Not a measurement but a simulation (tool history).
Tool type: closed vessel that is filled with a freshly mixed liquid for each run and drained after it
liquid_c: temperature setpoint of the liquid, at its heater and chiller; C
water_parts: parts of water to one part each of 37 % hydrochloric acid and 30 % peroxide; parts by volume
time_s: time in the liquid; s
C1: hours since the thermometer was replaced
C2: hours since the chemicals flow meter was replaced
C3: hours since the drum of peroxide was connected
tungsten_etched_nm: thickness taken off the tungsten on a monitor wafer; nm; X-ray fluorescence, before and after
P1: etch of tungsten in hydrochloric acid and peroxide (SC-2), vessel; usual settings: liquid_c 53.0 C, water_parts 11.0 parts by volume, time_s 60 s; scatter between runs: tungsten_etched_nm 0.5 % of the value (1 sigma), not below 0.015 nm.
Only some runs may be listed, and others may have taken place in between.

run 1 hour=13.9 | liquid_c=53.0 water_parts=11.0 time_s=60 | C1=1581.5 C2=836.0 C3=327.5 | tungsten_etched_nm=16.0530
run 2 hour=30.7 | liquid_c=53.0 water_parts=19.5 time_s=60 | C1=1598.3 C2=852.8 C3=344.3 | tungsten_etched_nm=9.8504
run 3 hour=44.6 | liquid_c=53.0 water_parts=11.0 time_s=60 | C1=1612.2 C2=866.7 C3=358.2 | tungsten_etched_nm=16.0950
run 4 hour=56.3 | liquid_c=53.0 water_parts=4.0 time_s=60 | C1=1623.9 C2=878.4 C3=369.9 | tungsten_etched_nm=34.7670
run 5 hour=64.2 | liquid_c=53.0 water_parts=15.5 time_s=30 | C1=1631.8 C2=886.3 C3=377.8 | tungsten_etched_nm=5.9894
run 6 hour=72.6 | liquid_c=53.0 water_parts=11.0 time_s=60 | C1=1640.2 C2=894.7 C3=386.2 | tungsten_etched_nm=16.1630
run 7 hour=86.8 | liquid_c=53.0 water_parts=11.0 time_s=30 | C1=1654.4 C2=908.9 C3=400.4 | tungsten_etched_nm=8.0656
run 8 hour=95.7 | liquid_c=53.0 water_parts=11.0 time_s=60 | C1=1663.3 C2=917.8 C3=409.3 | tungsten_etched_nm=16.1490
run 9 hour=103.1 | liquid_c=67.0 water_parts=11.0 time_s=60 | C1=1670.7 C2=925.2 C3=416.7 | tungsten_etched_nm=38.9010
run 10 hour=114.6 | liquid_c=53.0 water_parts=11.0 time_s=60 | C1=1682.2 C2=936.7 C3=428.2 | tungsten_etched_nm=16.0970
run 11 hour=121.9 | liquid_c=53.0 water_parts=11.0 time_s=110 | C1=1689.5 C2=944.0 C3=435.5 | tungsten_etched_nm=29.6160
run 12 hour=134.0 | liquid_c=53.0 water_parts=11.0 time_s=60 | C1=1701.6 C2=956.1 C3=447.6 | tungsten_etched_nm=16.1220
run 13 hour=146.8 | liquid_c=36.5 water_parts=11.0 time_s=60 | C1=1714.4 C2=968.9 C3=460.4 | tungsten_etched_nm=5.2026
run 14 hour=162.9 | liquid_c=53.0 water_parts=11.0 time_s=60 | C1=1730.5 C2=985.0 C3=476.5 | tungsten_etched_nm=16.1940
run 15 hour=179.1 | liquid_c=53.0 water_parts=11.0 time_s=60 | C1=1746.7 C2=1001.2 C3=492.7 | tungsten_etched_nm=16.7630
run 16 hour=195.5 | liquid_c=53.0 water_parts=11.0 time_s=60 | C1=1763.1 C2=1017.6 C3=509.1 | tungsten_etched_nm=17.1130
run 17 hour=210.8 | liquid_c=53.0 water_parts=11.0 time_s=60 | C1=1778.4 C2=1032.9 C3=524.4 | tungsten_etched_nm=17.2830
run 18 hour=227.3 | liquid_c=53.0 water_parts=11.0 time_s=60 | C1=1794.9 C2=1049.4 C3=540.9 | tungsten_etched_nm=17.4280
run 19 hour=235.8 | liquid_c=53.0 water_parts=11.0 time_s=60 | C1=1803.4 C2=1057.9 C3=549.4 | tungsten_etched_nm=17.5950
run 20 hour=250.8 | liquid_c=53.0 water_parts=11.0 time_s=60 | C1=1818.4 C2=1072.9 C3=564.4 | tungsten_etched_nm=17.5170
run 21 hour=263.3 | liquid_c=53.0 water_parts=11.0 time_s=60 | C1=1830.9 C2=1085.4 C3=576.9 | tungsten_etched_nm=17.6620

P1 has crept away from where it was. The log is fitted equally well by each of these 2 causes, at the sizes shown:
A: liquid hotter than its thermometer reads (K) = 1.28
B: chemicals flow above the setpoint (%) = 10.4
The creep began at about hour 162.9.
What rules out each remaining cause:
peroxide weaker than its label (%): at most 8, which would move tungsten_etched_nm by -7.4 %: too little, or the wrong way

Consider the 4 check runs below, whose results appear as question marks and each of which averages 2 wafers. Which one distinguishes the causes, in that each cause would give it a clearly different result?
run check 1 hour=275.8 | liquid_c=61.0 water_parts=11.0 time_s=30 | tungsten_etched_nm=?
run check 2 hour=275.8 | liquid_c=41.0 water_parts=4.0 time_s=60 | tungsten_etched_nm=?
run check 3 hour=275.8 | liquid_c=65.0 water_parts=11.0 time_s=60 | tungsten_etched_nm=?
run check 4 hour=275.8 | liquid_c=53.0 water_parts=19.0 time_s=100 | tungsten_etched_nm=?

Outcome of each check run for each possible cause:
check=check_1 result=tungsten_etched_nm if_A=14.5670 if_B=14.6190
check=check_2 result=tungsten_etched_nm if_A=16.9280 if_B=16.5090
check=check_3 result=tungsten_etched_nm if_A=37.2080 if_B=37.4090
check=check_4 result=tungsten_etched_nm if_A=18.1010 if_B=18.2040
How far apart the two closest causes lie, in the result that separates them most: check 1 0.35 %; check 2 2.5 %; check 3 0.54 %; check 4 0.56 %
The other checks would show nearly matching results whichever cause is true, so check 2 is the only one that separates the causes.

Running check 2 produced the following: tungsten_etched_nm 16.8910 nm. Which one of the listed causes fits?

The correct cause is A, namely: liquid hotter than its thermometer reads (K).

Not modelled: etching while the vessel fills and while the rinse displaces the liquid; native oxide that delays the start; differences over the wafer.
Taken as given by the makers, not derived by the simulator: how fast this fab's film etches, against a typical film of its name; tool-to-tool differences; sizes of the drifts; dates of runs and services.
